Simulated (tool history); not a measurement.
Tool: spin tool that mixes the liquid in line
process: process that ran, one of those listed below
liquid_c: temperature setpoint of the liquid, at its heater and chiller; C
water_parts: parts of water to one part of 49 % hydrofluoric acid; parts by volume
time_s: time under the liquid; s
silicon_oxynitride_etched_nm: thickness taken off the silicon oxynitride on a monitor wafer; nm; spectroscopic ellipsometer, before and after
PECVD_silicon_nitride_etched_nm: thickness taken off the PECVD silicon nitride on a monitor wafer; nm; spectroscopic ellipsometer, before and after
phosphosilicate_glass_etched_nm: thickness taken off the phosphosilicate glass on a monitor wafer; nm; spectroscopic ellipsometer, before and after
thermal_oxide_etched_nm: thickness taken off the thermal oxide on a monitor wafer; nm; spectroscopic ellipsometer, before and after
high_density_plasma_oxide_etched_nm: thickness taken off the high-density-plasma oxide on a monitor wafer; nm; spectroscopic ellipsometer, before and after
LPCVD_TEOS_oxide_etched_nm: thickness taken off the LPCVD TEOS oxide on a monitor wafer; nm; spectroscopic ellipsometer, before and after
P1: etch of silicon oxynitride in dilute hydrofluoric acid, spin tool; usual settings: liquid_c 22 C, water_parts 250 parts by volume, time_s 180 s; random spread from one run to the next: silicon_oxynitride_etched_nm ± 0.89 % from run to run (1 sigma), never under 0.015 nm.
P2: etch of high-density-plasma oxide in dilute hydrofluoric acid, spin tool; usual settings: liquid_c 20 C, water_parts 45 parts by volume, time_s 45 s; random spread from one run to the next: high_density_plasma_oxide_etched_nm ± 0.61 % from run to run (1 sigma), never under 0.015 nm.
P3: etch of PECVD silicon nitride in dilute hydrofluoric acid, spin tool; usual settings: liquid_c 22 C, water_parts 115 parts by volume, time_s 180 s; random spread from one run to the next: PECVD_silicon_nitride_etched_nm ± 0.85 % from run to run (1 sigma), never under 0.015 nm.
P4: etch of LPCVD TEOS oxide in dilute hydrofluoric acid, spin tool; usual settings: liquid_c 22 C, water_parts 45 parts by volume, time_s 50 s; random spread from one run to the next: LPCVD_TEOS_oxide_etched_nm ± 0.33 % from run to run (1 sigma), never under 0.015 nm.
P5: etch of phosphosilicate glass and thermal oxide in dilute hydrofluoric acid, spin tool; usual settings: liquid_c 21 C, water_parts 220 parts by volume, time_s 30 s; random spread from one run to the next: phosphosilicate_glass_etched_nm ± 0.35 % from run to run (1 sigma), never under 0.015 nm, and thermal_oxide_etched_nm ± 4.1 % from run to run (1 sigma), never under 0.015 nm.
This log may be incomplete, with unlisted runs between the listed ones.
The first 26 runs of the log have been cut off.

run,day,process,liquid_c,water_parts,time_s,hours since the thermometer was replaced,hours since the hydrofluoric acid flow meter was replaced,silicon_oxynitride_etched_nm,PECVD_silicon_nitride_etched_nm,phosphosilicate_glass_etched_nm,thermal_oxide_etched_nm,high_density_plasma_oxide_etched_nm,LPCVD_TEOS_oxide_etched_nm
27,10.708,P1,22,250,355,845,676.4,5.6036,,,,,
28,11.233,P5,21,220,15,857.6,689,,,3.1917,0.25263,,
29,11.617,P2,20,45,45,866.8,698.2,,,,,5.0529,
30,11.938,P2,20,75,45,874.5,705.9,,,,,2.8952,
31,12.471,P1,22,250,180,887.3,718.7,2.8926,,,,,
32,12.812,P1,22,250,180,895.5,726.9,2.7502,,,,,
33,13.058,P1,22,250,180,901.4,732.8,2.665,,,,,
34,13.438,P1,22,250,180,910.5,741.9,2.6535,,,,,

What does the tool deliver on the next run?
35,13.904,P1,22,250,180,921.7,753.1,?,,,,,

silicon_oxynitride_etched_nm: 2.7064 nm
